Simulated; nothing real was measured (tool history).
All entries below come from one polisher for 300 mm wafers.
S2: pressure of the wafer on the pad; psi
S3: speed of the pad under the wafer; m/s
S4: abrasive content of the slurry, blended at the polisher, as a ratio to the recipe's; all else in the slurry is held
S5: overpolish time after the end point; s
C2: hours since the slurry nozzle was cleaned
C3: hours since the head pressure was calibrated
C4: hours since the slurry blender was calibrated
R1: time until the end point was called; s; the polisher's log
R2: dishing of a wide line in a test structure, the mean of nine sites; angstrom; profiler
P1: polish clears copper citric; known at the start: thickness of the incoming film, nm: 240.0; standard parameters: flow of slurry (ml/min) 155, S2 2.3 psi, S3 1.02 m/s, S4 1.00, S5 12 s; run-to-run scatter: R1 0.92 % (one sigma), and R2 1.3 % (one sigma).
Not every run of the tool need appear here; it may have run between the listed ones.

run 1 hour=14.1 | flow_of_slurry_(ml/min)=155 S2=2.3 S3=1.02 S4=1.00 S5=12 | wafers_polished_on_this_pad=692 C2=213.4 C3=314.8 C4=109.3 | R1=116.990 R2=160.480
run 2 hour=29.9 | flow_of_slurry_(ml/min)=155 S2=3.0 S3=1.02 S4=0.70 S5=12 | wafers_polished_on_this_pad=852 C2=229.2 C3=330.6 C4=125.1 | R1=96.939 R2=186.300
run 3 hour=37.6 | flow_of_slurry_(ml/min)=155 S2=2.3 S3=1.02 S4=1.00 S5=4 | wafers_polished_on_this_pad=930 C2=236.9 C3=338.3 C4=132.8 | R1=115.230 R2=60.547
run 4 hour=48.8 | flow_of_slurry_(ml/min)=95 S2=2.3 S3=1.02 S4=1.00 S5=12 | wafers_polished_on_this_pad=1043 C2=248.1 C3=349.5 C4=144.0 | R1=128.180 R2=150.410
run 5 hour=64.3 | flow_of_slurry_(ml/min)=155 S2=3.5 S3=1.02 S4=1.00 S5=12 | wafers_polished_on_this_pad=1200 C2=263.6 C3=365.0 C4=159.5 | R1=77.624 R2=219.090
run 6 hour=79.8 | flow_of_slurry_(ml/min)=155 S2=2.3 S3=1.02 S4=1.00 S5=12 | wafers_polished_on_this_pad=1357 C2=279.1 C3=380.5 C4=175.0 | R1=115.460 R2=165.860
run 7 hour=89.3 | flow_of_slurry_(ml/min)=155 S2=2.3 S3=1.02 S4=1.00 S5=12 | wafers_polished_on_this_pad=1453 C2=288.6 C3=390.0 C4=184.5 | R1=117.340 R2=164.130
run 8 hour=100.5 | flow_of_slurry_(ml/min)=155 S2=2.3 S3=1.02 S4=1.00 S5=12 | wafers_polished_on_this_pad=1566 C2=299.8 C3=401.2 C4=195.7 | R1=116.780 R2=163.950
run 9 hour=110.1 | flow_of_slurry_(ml/min)=155 S2=2.3 S3=1.02 S4=1.00 S5=23 | wafers_polished_on_this_pad=1663 C2=309.4 C3=410.8 C4=205.3 | R1=117.230 R2=267.450
run 10 hour=125.9 | flow_of_slurry_(ml/min)=155 S2=2.3 S3=1.02 S4=1.00 S5=12 | wafers_polished_on_this_pad=1823 C2=325.2 C3=426.6 C4=221.1 | R1=116.950 R2=161.940
run 11 hour=137.6 | flow_of_slurry_(ml/min)=155 S2=2.3 S3=0.46 S4=1.00 S5=12 | wafers_polished_on_this_pad=1942 C2=336.9 C3=438.3 C4=232.8 | R1=250.040 R2=85.529
run 12 hour=144.9 | flow_of_slurry_(ml/min)=155 S2=2.3 S3=1.60 S4=1.00 S5=12 | wafers_polished_on_this_pad=2016 C2=344.2 C3=445.6 C4=240.1 | R1=74.471 R2=226.980
run 13 hour=156.2 | flow_of_slurry_(ml/min)=155 S2=2.3 S3=1.02 S4=0.55 S5=12 | wafers_polished_on_this_pad=2130 C2=355.5 C3=456.9 C4=251.4 | R1=135.720 R2=147.000
run 14 hour=166.1 | flow_of_slurry_(ml/min)=200 S2=2.3 S3=1.02 S4=1.00 S5=12 | wafers_polished_on_this_pad=2230 C2=365.4 C3=466.8 C4=261.3 | R1=111.460 R2=169.870
-- hour=167.9 slurry nozzle cleaned
run 15 hour=177.6 | flow_of_slurry_(ml/min)=155 S2=1.4 S3=1.02 S4=1.00 S5=12 | wafers_polished_on_this_pad=2347 C2=9.7 C3=478.3 C4=272.8 | R1=185.750 R2=108.270
run 16 hour=188.8 | flow_of_slurry_(ml/min)=155 S2=2.3 S3=1.02 S4=1.45 S5=12 | wafers_polished_on_this_pad=2460 C2=20.9 C3=489.5 C4=284.0 | R1=108.340 R2=174.100
run 17 hour=203.0 | flow_of_slurry_(ml/min)=155 S2=2.3 S3=1.02 S4=1.00 S5=12 | wafers_polished_on_this_pad=2604 C2=35.1 C3=503.7 C4=298.2 | R1=115.700 R2=162.440
run 18 hour=218.9 | flow_of_slurry_(ml/min)=155 S2=2.3 S3=1.02 S4=1.00 S5=12 | wafers_polished_on_this_pad=2765 C2=51.0 C3=519.6 C4=314.1 | R1=116.530 R2=165.360
run 19 hour=230.6 | flow_of_slurry_(ml/min)=155 S2=2.3 S3=1.02 S4=1.00 S5=12 | wafers_polished_on_this_pad=2883 C2=62.7 C3=531.3 C4=325.8 | R1=120.300 R2=159.400
run 20 hour=246.4 | flow_of_slurry_(ml/min)=155 S2=2.3 S3=1.02 S4=1.00 S5=12 | wafers_polished_on_this_pad=3043 C2=78.5 C3=547.1 C4=341.6 | R1=123.180 R2=154.380
run 21 hour=254.3 | flow_of_slurry_(ml/min)=155 S2=2.3 S3=1.02 S4=1.00 S5=12 | wafers_polished_on_this_pad=3123 C2=86.4 C3=555.0 C4=349.5 | R1=123.760 R2=156.930
-- hour=259.6 slurry blender recalibrated
run 22 hour=262.7 | flow_of_slurry_(ml/min)=155 S2=2.3 S3=1.02 S4=1.00 S5=12 | wafers_polished_on_this_pad=3208 C2=94.8 C3=563.4 C4=3.1 | R1=124.120 R2=153.700
-- hour=263.7 head pressure recalibrated
run 23 hour=274.3 | flow_of_slurry_(ml/min)=155 S2=2.3 S3=1.02 S4=1.00 S5=12 | wafers_polished_on_this_pad=3326 C2=106.4 C3=10.7 C4=14.7 | R1=124.390 R2=153.900
run 24 hour=283.7 | flow_of_slurry_(ml/min)=155 S2=2.3 S3=1.02 S4=1.00 S5=12 | wafers_polished_on_this_pad=3421 C2=115.8 C3=20.1 C4=24.1 | R1=125.820 R2=155.190
run 25 hour=299.4 | flow_of_slurry_(ml/min)=155 S2=2.3 S3=1.02 S4=1.00 S5=12 | wafers_polished_on_this_pad=3580 C2=131.5 C3=35.8 C4=39.8 | R1=124.910 R2=153.780
run 26 hour=307.6 | flow_of_slurry_(ml/min)=155 S2=2.3 S3=1.02 S4=1.00 S5=12 | wafers_polished_on_this_pad=3663 C2=139.7 C3=44.0 C4=48.0 | R1=125.130 R2=152.890

P1 has crept away from where it was. The log is fitted equally well by each of these 2 causes, at the sizes shown:
A: removal rate lost through wear of the pad, % = 6.82
B: slurry flow missing at the pad, % = 30.2
The gradual shift began around hour 218.9.
Why every other cause is out:
head's pressure below its setpoint, %: maintenance at hour 263.7, after the shift began, did not return the process to its former output
abrasive missing from the slurry, %: maintenance at hour 259.6, after the shift began, did not return the process to its former output

Below are 4 check runs, each averaged over 3 wafers, with their results shown as question marks. Which of them would give clearly different results depending on which cause is behind the drift?
run check 1 hour=315.8 | flow_of_slurry_(ml/min)=95 S2=2.3 S3=1.24 S4=1.00 S5=12 | R1=? R2=?
run check 2 hour=315.8 | flow_of_slurry_(ml/min)=155 S2=2.3 S3=1.48 S4=1.00 S5=12 | R1=? R2=?
run check 3 hour=315.8 | flow_of_slurry_(ml/min)=155 S2=1.7 S3=1.02 S4=1.45 S5=12 | R1=? R2=?
run check 4 hour=315.8 | flow_of_slurry_(ml/min)=155 S2=2.3 S3=1.58 S4=1.25 S5=12 | R1=? R2=?

Predicted outcomes, by check and by cause:
check=check_1 result=R1 if_A=115.060 if_B=119.550
check=check_1 result=R2 if_A=165.090 if_B=160.090
check=check_2 result=R1 if_A=87.370 if_B=87.377
check=check_2 result=R2 if_A=204.080 if_B=204.070
check=check_3 result=R1 if_A=154.940 if_B=154.950
check=check_3 result=R2 if_A=128.730 if_B=128.720
check=check_4 result=R1 if_A=78.075 if_B=78.081
check=check_4 result=R2 if_A=221.470 if_B=221.460
Separation of the two closest causes in each check, using whichever result separates them best: check 1 3.83 %; check 2 0.01 %; check 3 0.01 %; check 4 0.01 %
Check 1 distinguishes between the causes, while the remaining checks would return nearly the same result for all of them.

Check 1 was then run and gave: R1 114.790 s; R2 165.430 angstrom. Which cause is it?

A is the cause: removal rate lost through wear of the pad, %.
